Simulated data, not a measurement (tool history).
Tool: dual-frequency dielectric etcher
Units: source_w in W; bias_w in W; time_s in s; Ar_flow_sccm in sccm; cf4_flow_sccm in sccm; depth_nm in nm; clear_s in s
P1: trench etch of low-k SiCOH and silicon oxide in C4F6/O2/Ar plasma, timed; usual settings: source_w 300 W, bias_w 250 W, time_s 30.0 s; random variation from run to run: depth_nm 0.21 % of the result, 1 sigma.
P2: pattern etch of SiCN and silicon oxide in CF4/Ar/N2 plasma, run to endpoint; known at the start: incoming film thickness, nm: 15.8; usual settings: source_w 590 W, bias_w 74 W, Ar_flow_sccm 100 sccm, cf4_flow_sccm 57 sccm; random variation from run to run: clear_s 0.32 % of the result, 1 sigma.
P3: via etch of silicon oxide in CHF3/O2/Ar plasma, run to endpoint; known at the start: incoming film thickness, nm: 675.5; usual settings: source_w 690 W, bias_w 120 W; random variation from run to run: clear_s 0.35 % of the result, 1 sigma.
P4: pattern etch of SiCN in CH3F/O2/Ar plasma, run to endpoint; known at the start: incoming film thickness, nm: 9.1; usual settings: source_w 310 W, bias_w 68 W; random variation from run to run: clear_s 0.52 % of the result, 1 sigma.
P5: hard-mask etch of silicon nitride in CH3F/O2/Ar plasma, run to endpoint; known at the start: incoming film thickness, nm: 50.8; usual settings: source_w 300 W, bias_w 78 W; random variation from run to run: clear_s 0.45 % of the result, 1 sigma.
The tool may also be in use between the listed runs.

run,hour,process,source_w,bias_w,time_s,Ar_flow_sccm,cf4_flow_sccm,hours since the last wet clean,hours since the last source power generator calibration,hours since the last bias power generator calibration,depth_nm,clear_s
1,10.4,P1,300,250,30.0,,,135.1,430.7,654.5,93.992,
2,17.2,P3,690,170,,,,141.9,437.5,661.3,,335.410
3,25.0,P1,300,250,18.0,,,149.7,445.3,669.1,56.428,
4,33.9,P2,590,74,,125,57,158.6,454.2,678.0,,15.545
# hour 34.0: source power generator calibrated
5,39.2,P1,300,250,30.0,,,163.9,5.2,683.3,94.485,
6,47.7,P2,590,74,,100,41,172.4,13.7,691.8,,15.770
7,53.1,P1,220,250,30.0,,,177.8,19.1,697.2,83.683,
8,61.5,P3,520,120,,,,186.2,27.5,705.6,,419.310
9,72.6,P1,200,190,30.0,,,197.3,38.6,716.7,73.333,
10,81.4,P5,300,78,,,,206.1,47.4,725.5,,81.331
11,86.2,P1,300,160,30.0,,,210.9,52.2,730.3,81.559,
12,96.4,P2,830,74,,100,57,221.1,62.4,740.5,,11.045
13,103.3,P1,300,250,37.0,,,228.0,69.3,747.4,116.250,
14,109.0,P4,310,68,,,,233.7,75.0,753.1,,27.487
15,115.4,P5,220,78,,,,240.1,81.4,759.5,,91.045
16,120.8,P4,220,68,,,,245.5,86.8,764.9,,31.223
17,128.3,P2,590,74,,100,57,253.0,94.3,772.4,,14.936
18,137.0,P1,300,316,30.0,,,261.7,103.0,781.1,101.760,
19,145.7,P1,370,250,24.0,,,270.4,111.7,789.8,81.430,
20,153.1,P1,300,250,30.0,,,277.8,119.1,797.2,94.213,
21,158.4,P1,410,250,43.5,,,283.1,124.4,802.5,153.330,
22,168.4,P5,300,47,,,,293.1,134.4,812.5,,95.251
23,173.3,P2,590,53,,100,57,298.0,139.3,817.4,,16.724
24,181.5,P1,300,250,30.0,,,306.2,147.5,825.6,94.005,
25,191.0,P4,310,88,,,,315.7,157.0,835.1,,24.839
26,198.6,P1,300,250,30.0,,,323.3,164.6,842.7,94.199,
27,208.9,P1,420,250,30.0,,,333.6,174.9,853.0,106.810,
28,216.8,P3,690,120,,,,341.5,182.8,860.9,,373.120
29,226.0,P1,300,250,30.0,,,350.7,192.0,870.1,93.922,
30,236.0,P1,300,250,30.0,,,360.7,202.0,880.1,93.519,
31,247.3,P1,300,250,30.0,,,372.0,213.3,891.4,92.977,
32,256.5,P1,300,250,30.0,,,381.2,222.5,900.6,92.964,
33,261.6,P1,300,250,30.0,,,386.3,227.6,905.7,92.722,
34,266.7,P1,300,250,30.0,,,391.4,232.7,910.8,92.721,
35,274.1,P1,300,250,30.0,,,398.8,240.1,918.2,92.482,
# hour 282.5: wet clean of the chamber
36,283.5,P1,300,250,30.0,,,1.0,249.5,927.6,92.967,
37,291.5,P1,300,250,30.0,,,9.0,257.5,935.6,92.477,
38,300.5,P1,300,250,30.0,,,18.0,266.5,944.6,92.518,
39,308.3,P1,300,250,30.0,,,25.8,274.3,952.4,92.604,

What P1 gives has crept away from where it was. These 2 causes fit the log equally well, each at the size given:
A: bias power that arrives under what is set, % = 4.62
B: source power that arrives under what is set, % = 4.18
The creep began at about hour 226.0.
Why every other cause is out:
chamber walls in a state that lowers the etch rate, %: serviced at hour 282.5, which brought nothing back

4 check runs are offered, each on 2 wafers whose results are averaged, their results left as question marks. Which one tells the causes apart?
check 1,316.1,P3,690,120,,,,,,,,?
check 2,316.1,P2,590,74,,100,57,,,,,?
check 3,316.1,P4,310,68,,,,,,,,?
check 4,316.1,P5,300,78,,,,,,,,?

What each check would give under each cause:
check,result,if A,if B
check 1,clear_s,378.890,379.850
check 2,clear_s,15.187,15.516
check 3,clear_s,27.792,27.771
check 4,clear_s,82.173,82.110
How far apart the two closest causes lie, in the result that separates them most: check 1 0.25 %; check 2 2.14 %; check 3 0.07 %; check 4 0.08 %
Check 2 tells the causes apart: in the others they would give nearly the same result.

Then check 2 was run and gave: clear_s 15.551 s. Which cause is it?

It is B: source power that arrives under what is set, %.
